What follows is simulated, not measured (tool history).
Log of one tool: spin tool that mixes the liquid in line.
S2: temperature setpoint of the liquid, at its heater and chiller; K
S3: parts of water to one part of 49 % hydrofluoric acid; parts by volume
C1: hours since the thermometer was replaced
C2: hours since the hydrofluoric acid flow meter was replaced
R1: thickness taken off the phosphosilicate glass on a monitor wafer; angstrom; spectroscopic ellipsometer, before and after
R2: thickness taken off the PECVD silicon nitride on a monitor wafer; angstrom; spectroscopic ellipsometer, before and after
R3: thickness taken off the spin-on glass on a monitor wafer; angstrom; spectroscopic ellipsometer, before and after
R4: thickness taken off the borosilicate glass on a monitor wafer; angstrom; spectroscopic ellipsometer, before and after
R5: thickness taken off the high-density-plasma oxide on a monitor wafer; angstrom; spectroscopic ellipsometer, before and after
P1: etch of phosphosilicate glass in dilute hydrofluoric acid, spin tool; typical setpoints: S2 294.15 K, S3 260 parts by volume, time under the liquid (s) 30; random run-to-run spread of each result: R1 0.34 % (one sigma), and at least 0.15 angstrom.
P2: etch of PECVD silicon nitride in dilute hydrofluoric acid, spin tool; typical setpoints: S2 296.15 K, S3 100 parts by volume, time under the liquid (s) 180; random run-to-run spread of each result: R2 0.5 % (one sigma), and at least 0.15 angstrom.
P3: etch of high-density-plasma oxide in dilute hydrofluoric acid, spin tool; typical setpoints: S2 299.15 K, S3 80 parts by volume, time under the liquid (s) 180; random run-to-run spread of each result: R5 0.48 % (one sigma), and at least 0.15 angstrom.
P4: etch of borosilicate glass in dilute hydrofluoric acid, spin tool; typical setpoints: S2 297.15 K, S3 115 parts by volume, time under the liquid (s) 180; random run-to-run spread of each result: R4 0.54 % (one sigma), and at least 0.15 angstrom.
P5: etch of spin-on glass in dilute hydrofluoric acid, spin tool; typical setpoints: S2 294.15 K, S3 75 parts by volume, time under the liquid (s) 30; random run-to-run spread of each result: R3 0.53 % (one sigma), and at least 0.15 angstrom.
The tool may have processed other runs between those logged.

{"run": 1, "hour": 12.4, "process that ran": "P1", "S2": 294.15, "S3": 260, "time under the liquid (s)": 30, "C1": 609.9, "C2": 612.2, "R1": 131.36}
{"run": 2, "hour": 25.3, "process that ran": "P1", "S2": 294.15, "S3": 260, "time under the liquid (s)": 30, "C1": 622.8, "C2": 625.1, "R1": 131.49}
{"run": 3, "hour": 32.6, "process that ran": "P2", "S2": 304.65, "S3": 100, "time under the liquid (s)": 180, "C1": 630.1, "C2": 632.4, "R2": 102.59}
{"run": 4, "hour": 45.6, "process that ran": "P5", "S2": 300.65, "S3": 75, "time under the liquid (s)": 30, "C1": 643.1, "C2": 645.4, "R3": 137.03}
{"run": 5, "hour": 55.2, "process that ran": "P1", "S2": 299.15, "S3": 260, "time under the liquid (s)": 30, "C1": 652.7, "C2": 655, "R1": 157.29}
{"run": 6, "hour": 64.9, "process that ran": "P1", "S2": 294.15, "S3": 260, "time under the liquid (s)": 30, "C1": 662.4, "C2": 664.7, "R1": 131.5}
{"run": 7, "hour": 71.6, "process that ran": "P1", "S2": 290.15, "S3": 260, "time under the liquid (s)": 50, "C1": 669.1, "C2": 671.4, "R1": 188.4}
{"run": 8, "hour": 79.1, "process that ran": "P1", "S2": 294.15, "S3": 45, "time under the liquid (s)": 30, "C1": 676.6, "C2": 678.9, "R1": 957.31}
{"run": 9, "hour": 87.9, "process that ran": "P4", "S2": 297.15, "S3": 115, "time under the liquid (s)": 15, "C1": 685.4, "C2": 687.7, "R4": 29.65}
{"run": 10, "hour": 96.0, "process that ran": "P1", "S2": 294.15, "S3": 470, "time under the liquid (s)": 30, "C1": 693.5, "C2": 695.8, "R1": 60.274}
{"run": 11, "hour": 106.1, "process that ran": "P1", "S2": 294.15, "S3": 260, "time under the liquid (s)": 30, "C1": 703.6, "C2": 705.9, "R1": 131.13}
{"run": 12, "hour": 117.8, "process that ran": "P4", "S2": 303.65, "S3": 115, "time under the liquid (s)": 180, "C1": 715.3, "C2": 717.6, "R4": 463.21}
{"run": 13, "hour": 131.5, "process that ran": "P4", "S2": 297.15, "S3": 200, "time under the liquid (s)": 180, "C1": 729, "C2": 731.3, "R4": 186.61}
{"run": 14, "hour": 143.0, "process that ran": "P4", "S2": 297.15, "S3": 115, "time under the liquid (s)": 180, "C1": 740.5, "C2": 742.8, "R4": 359.34}
{"run": 15, "hour": 152.1, "process that ran": "P1", "S2": 290.15, "S3": 260, "time under the liquid (s)": 30, "C1": 749.6, "C2": 751.9, "R1": 113.3}
{"run": 16, "hour": 166.1, "process that ran": "P2", "S2": 296.15, "S3": 60, "time under the liquid (s)": 180, "C1": 763.6, "C2": 765.9, "R2": 97.818}
{"run": 17, "hour": 172.6, "process that ran": "P1", "S2": 294.15, "S3": 260, "time under the liquid (s)": 60, "C1": 770.1, "C2": 772.4, "R1": 262.69}
{"run": 18, "hour": 181.9, "process that ran": "P5", "S2": 294.15, "S3": 75, "time under the liquid (s)": 30, "C1": 779.4, "C2": 781.7, "R3": 105.37}
{"run": 19, "hour": 193.0, "process that ran": "P1", "S2": 294.15, "S3": 260, "time under the liquid (s)": 30, "C1": 790.5, "C2": 792.8, "R1": 131.22}
{"run": 20, "hour": 206.6, "process that ran": "P5", "S2": 294.15, "S3": 75, "time under the liquid (s)": 15, "C1": 804.1, "C2": 806.4, "R3": 51.797}
{"run": 21, "hour": 218.3, "process that ran": "P3", "S2": 305.15, "S3": 80, "time under the liquid (s)": 180, "C1": 815.8, "C2": 818.1, "R5": 181.45}
{"run": 22, "hour": 229.6, "process that ran": "P1", "S2": 294.15, "S3": 260, "time under the liquid (s)": 15, "C1": 827.1, "C2": 829.4, "R1": 65.606}
{"run": 23, "hour": 236.6, "process that ran": "P3", "S2": 299.15, "S3": 30, "time under the liquid (s)": 180, "C1": 834.1, "C2": 836.4, "R5": 409.77}
{"run": 24, "hour": 248.4, "process that ran": "P5", "S2": 294.15, "S3": 20, "time under the liquid (s)": 30, "C1": 845.9, "C2": 848.2, "R3": 426.65}
{"run": 25, "hour": 256.9, "process that ran": "P1", "S2": 294.15, "S3": 260, "time under the liquid (s)": 30, "C1": 854.4, "C2": 856.7, "R1": 132.1}
{"run": 26, "hour": 269.7, "process that ran": "P3", "S2": 299.15, "S3": 80, "time under the liquid (s)": 180, "C1": 867.2, "C2": 869.5, "R5": 143.27}
{"run": 27, "hour": 283.5, "process that ran": "P2", "S2": 296.15, "S3": 100, "time under the liquid (s)": 15, "C1": 881, "C2": 883.3, "R2": 4.8185}
{"run": 28, "hour": 289.6, "process that ran": "P1", "S2": 299.65, "S3": 55, "time under the liquid (s)": 30, "C1": 887.1, "C2": 889.4, "R1": 975.21}
{"run": 29, "hour": 302.4, "process that ran": "P2", "S2": 296.15, "S3": 100, "time under the liquid (s)": 180, "C1": 899.9, "C2": 902.2, "R2": 59.438}
{"run": 30, "hour": 315.2, "process that ran": "P3", "S2": 299.15, "S3": 80, "time under the liquid (s)": 15, "C1": 912.7, "C2": 915, "R5": 11.79}
{"run": 31, "hour": 325.6, "process that ran": "P1", "S2": 294.15, "S3": 260, "time under the liquid (s)": 30, "C1": 923.1, "C2": 925.4, "R1": 131.7}
{"run": 32, "hour": 338.6, "process that ran": "P1", "S2": 294.15, "S3": 260, "time under the liquid (s)": 30, "C1": 936.1, "C2": 938.4, "R1": 135.41}
{"run": 33, "hour": 349.8, "process that ran": "P1", "S2": 294.15, "S3": 260, "time under the liquid (s)": 30, "C1": 947.3, "C2": 949.6, "R1": 137.15}
{"run": 34, "hour": 361.8, "process that ran": "P1", "S2": 294.15, "S3": 260, "time under the liquid (s)": 30, "C1": 959.3, "C2": 961.6, "R1": 137.29}
{"run": 35, "hour": 371.0, "process that ran": "P1", "S2": 294.15, "S3": 260, "time under the liquid (s)": 30, "C1": 968.5, "C2": 970.8, "R1": 138.61}
{"run": 36, "hour": 377.2, "process that ran": "P1", "S2": 294.15, "S3": 260, "time under the liquid (s)": 30, "C1": 974.7, "C2": 977, "R1": 138.83}
{"run": 37, "hour": 387.1, "process that ran": "P1", "S2": 294.15, "S3": 260, "time under the liquid (s)": 30, "C1": 984.6, "C2": 986.9, "R1": 139.24}

Run 38 has not been measured yet. What should we expect?
{"run": 38, "hour": 398.2, "process that ran": "P1", "S2": 294.15, "S3": 260, "time under the liquid (s)": 30, "C1": 995.7, "C2": 998, "R1": "?"}

R1: 139.38 angstrom
